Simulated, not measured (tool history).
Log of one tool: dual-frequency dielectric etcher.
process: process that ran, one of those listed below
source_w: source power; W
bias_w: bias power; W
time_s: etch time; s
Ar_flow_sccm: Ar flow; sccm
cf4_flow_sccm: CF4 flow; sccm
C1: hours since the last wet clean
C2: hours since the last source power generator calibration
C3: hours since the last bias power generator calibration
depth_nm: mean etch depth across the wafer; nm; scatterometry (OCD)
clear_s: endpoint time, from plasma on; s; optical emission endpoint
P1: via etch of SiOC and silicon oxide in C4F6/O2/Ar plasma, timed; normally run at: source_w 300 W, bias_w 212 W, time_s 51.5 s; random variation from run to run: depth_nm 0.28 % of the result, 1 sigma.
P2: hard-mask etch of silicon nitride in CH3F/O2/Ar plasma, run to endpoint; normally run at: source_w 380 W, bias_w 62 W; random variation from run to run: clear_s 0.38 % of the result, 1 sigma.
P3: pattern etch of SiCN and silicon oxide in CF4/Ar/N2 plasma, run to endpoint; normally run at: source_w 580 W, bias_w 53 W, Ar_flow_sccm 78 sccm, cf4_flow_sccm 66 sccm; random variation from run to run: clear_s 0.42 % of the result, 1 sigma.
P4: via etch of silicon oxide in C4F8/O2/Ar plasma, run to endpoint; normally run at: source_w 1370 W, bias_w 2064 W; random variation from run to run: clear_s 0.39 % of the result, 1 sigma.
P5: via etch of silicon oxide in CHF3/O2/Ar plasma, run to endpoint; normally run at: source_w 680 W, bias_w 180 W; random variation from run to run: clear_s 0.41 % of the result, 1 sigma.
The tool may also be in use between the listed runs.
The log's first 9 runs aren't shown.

{"run": 10, "hour": 129.9, "process": "P4", "source_w": 1370, "bias_w": 2064, "C1": 213.1, "C2": 2366.0, "C3": 934.5, "clear_s": 423.24}
{"run": 11, "hour": 141.0, "process": "P5", "source_w": 680, "bias_w": 180, "C1": 224.2, "C2": 2377.1, "C3": 945.6, "clear_s": 293.28}
{"run": 12, "hour": 150.3, "process": "P4", "source_w": 1370, "bias_w": 1204, "C1": 233.5, "C2": 2386.4, "C3": 954.9, "clear_s": 491.76}
{"run": 13, "hour": 164.8, "process": "P1", "source_w": 300, "bias_w": 212, "time_s": 75.0, "C1": 248.0, "C2": 2400.9, "C3": 969.4, "depth_nm": 80.006}
{"run": 14, "hour": 176.3, "process": "P3", "source_w": 580, "bias_w": 53, "Ar_flow_sccm": 78, "cf4_flow_sccm": 66, "C1": 259.5, "C2": 2412.4, "C3": 980.9, "clear_s": 11.495}
{"run": 15, "hour": 188.3, "process": "P3", "source_w": 700, "bias_w": 53, "Ar_flow_sccm": 78, "cf4_flow_sccm": 66, "C1": 271.5, "C2": 2424.4, "C3": 992.9, "clear_s": 9.7262}
{"run": 16, "hour": 199.3, "process": "P3", "source_w": 580, "bias_w": 53, "Ar_flow_sccm": 78, "cf4_flow_sccm": 66, "C1": 282.5, "C2": 2435.4, "C3": 1003.9, "clear_s": 11.457}
{"run": 17, "hour": 216.0, "process": "P1", "source_w": 300, "bias_w": 212, "time_s": 51.5, "C1": 299.2, "C2": 2452.1, "C3": 1020.6, "depth_nm": 55.118}
{"run": 18, "hour": 227.0, "process": "P3", "source_w": 580, "bias_w": 39, "Ar_flow_sccm": 78, "cf4_flow_sccm": 66, "C1": 310.2, "C2": 2463.1, "C3": 1031.6, "clear_s": 12.603}
{"run": 19, "hour": 243.5, "process": "P2", "source_w": 490, "bias_w": 62, "C1": 326.7, "C2": 2479.6, "C3": 1048.1, "clear_s": 59.682}
{"run": 20, "hour": 260.6, "process": "P2", "source_w": 380, "bias_w": 62, "C1": 343.8, "C2": 2496.7, "C3": 1065.2, "clear_s": 65.77}
{"run": 21, "hour": 272.1, "process": "P1", "source_w": 300, "bias_w": 212, "time_s": 51.5, "C1": 355.3, "C2": 2508.2, "C3": 1076.7, "depth_nm": 55.148}
{"run": 22, "hour": 289.0, "process": "P3", "source_w": 580, "bias_w": 53, "Ar_flow_sccm": 55, "cf4_flow_sccm": 66, "C1": 372.2, "C2": 2525.1, "C3": 1093.6, "clear_s": 10.879}
{"run": 23, "hour": 303.7, "process": "P1", "source_w": 300, "bias_w": 212, "time_s": 51.5, "C1": 386.9, "C2": 2539.8, "C3": 1108.3, "depth_nm": 55.044}
{"run": 24, "hour": 314.8, "process": "P1", "source_w": 180, "bias_w": 212, "time_s": 51.5, "C1": 398.0, "C2": 2550.9, "C3": 1119.4, "depth_nm": 45.442}
{"run": 25, "hour": 327.3, "process": "P4", "source_w": 1370, "bias_w": 2064, "C1": 410.5, "C2": 2563.4, "C3": 1131.9, "clear_s": 422.55}

Run 26 comes next. What will it give?
{"run": 26, "hour": 336.3, "process": "P1", "source_w": 430, "bias_w": 212, "time_s": 51.5, "C1": 419.5, "C2": 2572.4, "C3": 1140.9, "depth_nm": "?"}

{"run 26": {"depth_nm": 62.998}}

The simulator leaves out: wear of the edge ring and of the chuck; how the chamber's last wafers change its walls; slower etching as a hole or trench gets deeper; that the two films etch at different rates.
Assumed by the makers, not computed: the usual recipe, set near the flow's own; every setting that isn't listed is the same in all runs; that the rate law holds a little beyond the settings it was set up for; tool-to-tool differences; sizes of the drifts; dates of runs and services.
